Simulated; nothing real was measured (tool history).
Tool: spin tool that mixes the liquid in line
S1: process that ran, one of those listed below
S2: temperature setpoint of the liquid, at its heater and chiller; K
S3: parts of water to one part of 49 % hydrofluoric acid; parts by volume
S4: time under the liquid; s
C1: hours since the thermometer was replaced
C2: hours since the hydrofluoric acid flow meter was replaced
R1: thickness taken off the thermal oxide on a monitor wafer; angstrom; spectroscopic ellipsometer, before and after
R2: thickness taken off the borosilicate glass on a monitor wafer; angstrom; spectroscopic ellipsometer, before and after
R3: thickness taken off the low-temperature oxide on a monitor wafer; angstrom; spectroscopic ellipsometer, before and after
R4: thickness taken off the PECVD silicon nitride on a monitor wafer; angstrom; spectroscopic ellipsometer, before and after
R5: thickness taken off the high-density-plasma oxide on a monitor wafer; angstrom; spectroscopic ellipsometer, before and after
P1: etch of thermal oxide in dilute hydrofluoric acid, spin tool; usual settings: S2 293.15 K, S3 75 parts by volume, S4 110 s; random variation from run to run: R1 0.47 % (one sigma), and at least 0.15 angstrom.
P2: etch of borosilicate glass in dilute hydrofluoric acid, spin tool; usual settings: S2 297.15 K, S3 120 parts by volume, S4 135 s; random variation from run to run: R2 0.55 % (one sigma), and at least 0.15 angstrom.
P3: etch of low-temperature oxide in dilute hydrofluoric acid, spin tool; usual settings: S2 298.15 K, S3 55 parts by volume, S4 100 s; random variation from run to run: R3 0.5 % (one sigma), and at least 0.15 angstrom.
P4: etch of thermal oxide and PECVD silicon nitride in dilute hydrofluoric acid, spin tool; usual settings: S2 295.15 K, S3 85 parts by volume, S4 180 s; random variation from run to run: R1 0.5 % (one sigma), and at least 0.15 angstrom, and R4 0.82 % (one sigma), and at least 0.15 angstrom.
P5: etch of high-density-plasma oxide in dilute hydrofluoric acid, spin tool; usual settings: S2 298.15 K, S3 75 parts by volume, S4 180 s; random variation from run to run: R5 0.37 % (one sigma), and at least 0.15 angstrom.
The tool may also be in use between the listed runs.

run   hour  S1      S2   S3   S4      C1     C2       R1      R2       R3      R4       R5
  1    5.9  P1  293.15   75  110   823.4  263.8   55.145
  2   12.7  P2  305.65  120  135   830.2  270.6           344.68
  3   19.6  P3  298.15   55   15   837.1  277.5                    58.712
  4   31.1  P4  295.15   85  180   848.6  289.0   97.347                   32.387
  5   39.6  P1  297.65   75  110   857.1  297.5   65.338
  6   47.9  P1  293.15   75  110   865.4  305.8   54.448
  7   58.0  P3  291.15   55  100   875.5  315.9                   290.160
  8   65.3  P3  298.15   80  100   882.8  323.2                   260.290
  9   75.4  P5  298.15   75   90   892.9  333.3                                     64.764
 10   82.9  P1  293.15   75  160   900.4  340.8   79.886
 11   89.7  P1  293.15   40  110   907.2  347.6  105.790
 12   99.3  P5  294.15   75  180   916.8  357.2                                    110.060
 13  108.4  P4  295.15   55  180   925.9  366.3  155.140                   49.678
 14  118.0  P2  297.15   65  135   935.5  375.9           498.26
 15  128.8  P1  293.15  135  110   946.3  386.7   28.084
 16  136.9  P2  297.15  120  195   954.4  394.8           360.09
 17  146.7  P4  303.15   85  180   964.2  404.6  133.110                   54.318
 18  156.7  P1  290.15   75  110   974.2  414.6   48.145
 19  164.8  P1  293.15   75  110   982.3  422.7   54.668
 20  170.3  P1  297.15   75   55   987.8  428.2   32.118
 21  179.9  P1  290.15   50  110   997.4  437.8   74.908
 22  189.0  P3  298.15   55  100  1006.5  446.9                   389.920
 23  198.9  P2  297.15  120  135  1016.4  456.8           250.88
 24  207.5  P3  298.15   55  100  1025.0  465.4                   390.110
 25  216.2  P4  295.15   85  325  1033.7  474.1  173.630                   57.488
 26  226.2  P5  298.15   75  180  1043.7  484.1                                    129.690
 27  235.6  P1  293.15   75   35  1053.1  493.5   17.116
 28  247.4  P2  297.15  120  135  1064.9  505.3           253.33
 29  255.7  P1  293.15   75  110  1073.2  513.6   54.533
 30  263.0  P1  293.15   75  110  1080.5  520.9   54.923
 31  273.3  P5  298.15   40  180  1090.8  531.2                                    254.740
 32  283.3  P1  293.15   75  110  1100.8  541.2   54.506
 33  294.6  P1  293.15   75  110  1112.1  552.5   52.399
 34  303.3  P1  293.15   75  110  1120.8  561.2   51.488
 35  315.2  P1  293.15   75  110  1132.7  573.1   51.558
 36  325.1  P1  293.15   75  110  1142.6  583.0   51.046
 37  336.8  P1  293.15   75  110  1154.3  594.7   50.965
 38  342.1  P1  293.15   75  110  1159.6  600.0   50.699
 39  347.7  P1  293.15   75  110  1165.2  605.6   50.513

What P1 gives has crept away from where it was. These 2 causes fit the log equally well, each at the size given:
A: hydrofluoric acid flow below the setpoint (%) = 6.28
B: liquid colder than its thermometer reads (K) = 1.68
The creep began at about hour 283.3.

4 check runs are offered, each on 2 wafers whose results are averaged, their results left as question marks. Which one tells the causes apart?
check 1  353.3  P2  297.15  120  135               ?
check 2  353.3  P5  298.15   75  180                           ?
check 3  353.3  P3  298.15   55  100                   ?
check 4  353.3  P4  295.15   85  180           ?           ?

What each check would give under each cause:
  check  result     if A     if B
check 1      R2   232.75   234.68
check 2      R5  120.370  120.820
check 3      R3  362.650  363.060
check 4      R1   90.200   90.446
check 4      R4   30.221   28.738
How far apart the two closest causes lie, in the result that separates them most: check 1 0.83 %; check 2 0.38 %; check 3 0.11 %; check 4 5.03 %
Only check 4 tells the causes apart: in the others they would give nearly the same result.

Check 4 was then run and gave: R1 90.096 angstrom; R4 30.488 angstrom. Which cause is it?

It is A: hydrofluoric acid flow below the setpoint (%).
